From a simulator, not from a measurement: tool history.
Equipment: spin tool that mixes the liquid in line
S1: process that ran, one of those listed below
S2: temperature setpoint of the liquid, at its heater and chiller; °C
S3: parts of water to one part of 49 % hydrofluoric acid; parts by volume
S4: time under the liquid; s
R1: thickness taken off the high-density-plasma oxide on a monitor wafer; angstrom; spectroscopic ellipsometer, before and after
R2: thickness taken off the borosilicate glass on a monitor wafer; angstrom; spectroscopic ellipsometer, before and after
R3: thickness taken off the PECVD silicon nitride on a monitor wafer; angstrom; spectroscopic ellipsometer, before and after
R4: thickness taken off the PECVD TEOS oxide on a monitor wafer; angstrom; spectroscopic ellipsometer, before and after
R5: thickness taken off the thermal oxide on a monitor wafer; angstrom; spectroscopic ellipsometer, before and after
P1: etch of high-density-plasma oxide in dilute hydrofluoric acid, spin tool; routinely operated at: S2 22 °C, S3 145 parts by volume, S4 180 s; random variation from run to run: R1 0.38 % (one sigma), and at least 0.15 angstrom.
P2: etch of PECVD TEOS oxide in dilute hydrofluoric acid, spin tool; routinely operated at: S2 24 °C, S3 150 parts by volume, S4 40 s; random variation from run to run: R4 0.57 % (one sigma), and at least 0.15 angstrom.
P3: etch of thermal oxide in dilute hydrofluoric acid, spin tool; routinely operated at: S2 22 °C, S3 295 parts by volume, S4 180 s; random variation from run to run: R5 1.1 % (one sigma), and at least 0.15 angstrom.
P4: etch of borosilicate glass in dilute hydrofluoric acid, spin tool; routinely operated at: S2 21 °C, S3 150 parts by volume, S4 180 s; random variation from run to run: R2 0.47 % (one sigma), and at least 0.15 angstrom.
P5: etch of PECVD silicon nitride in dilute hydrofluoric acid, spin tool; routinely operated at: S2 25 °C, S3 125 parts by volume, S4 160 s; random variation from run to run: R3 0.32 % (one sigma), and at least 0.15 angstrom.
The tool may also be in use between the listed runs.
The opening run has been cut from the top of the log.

{"run": 2, "hour": 28.4, "S1": "P4", "S2": 21, "S3": 150, "S4": 180, "R2": 209.92}
{"run": 3, "hour": 35.5, "S1": "P5", "S2": 25, "S3": 125, "S4": 160, "R3": 78.43}
{"run": 4, "hour": 51.0, "S1": "P2", "S2": 17.5, "S3": 150, "S4": 40, "R4": 38.699}
{"run": 5, "hour": 65.2, "S1": "P2", "S2": 24, "S3": 30, "S4": 40, "R4": 290.32}
{"run": 6, "hour": 79.4, "S1": "P1", "S2": 22, "S3": 145, "S4": 180, "R1": 65.355}
{"run": 7, "hour": 87.5, "S1": "P4", "S2": 21, "S3": 150, "S4": 15, "R2": 17.556}
{"run": 8, "hour": 100.2, "S1": "P1", "S2": 22, "S3": 90, "S4": 180, "R1": 111.44}
{"run": 9, "hour": 111.6, "S1": "P2", "S2": 24, "S3": 150, "S4": 40, "R4": 49.804}
{"run": 10, "hour": 124.8, "S1": "P1", "S2": 26, "S3": 145, "S4": 180, "R1": 75.7}
{"run": 11, "hour": 137.5, "S1": "P1", "S2": 22, "S3": 240, "S4": 270, "R1": 52.868}
{"run": 12, "hour": 149.3, "S1": "P3", "S2": 22, "S3": 295, "S4": 180, "R5": 22.935}
{"run": 13, "hour": 163.2, "S1": "P1", "S2": 22, "S3": 145, "S4": 310, "R1": 111.78}
{"run": 14, "hour": 172.5, "S1": "P3", "S2": 17, "S3": 295, "S4": 180, "R5": 18.805}
{"hour": 177.1, "done": "thermometer replaced"}
{"run": 15, "hour": 187.5, "S1": "P5", "S2": 19, "S3": 125, "S4": 160, "R3": 52.164}
{"run": 16, "hour": 201.3, "S1": "P1", "S2": 26, "S3": 75, "S4": 180, "R1": 160.74}
{"run": 17, "hour": 215.3, "S1": "P3", "S2": 22, "S3": 140, "S4": 180, "R5": 55.226}
{"run": 18, "hour": 228.4, "S1": "P4", "S2": 21, "S3": 205, "S4": 180, "R2": 145.58}
{"run": 19, "hour": 241.1, "S1": "P1", "S2": 22, "S3": 145, "S4": 180, "R1": 64.853}
{"run": 20, "hour": 248.8, "S1": "P2", "S2": 24, "S3": 150, "S4": 80, "R4": 99.104}
{"run": 21, "hour": 261.0, "S1": "P1", "S2": 17, "S3": 65, "S4": 180, "R1": 128.56}
{"run": 22, "hour": 272.5, "S1": "P1", "S2": 22, "S3": 145, "S4": 180, "R1": 65.128}

Estimate the outcome of run 23 from the log above:
{"run": 23, "hour": 280.4, "S1": "P5", "S2": 25, "S3": 125, "S4": 40, "R3": "?"}

R3: 19.232 angstrom
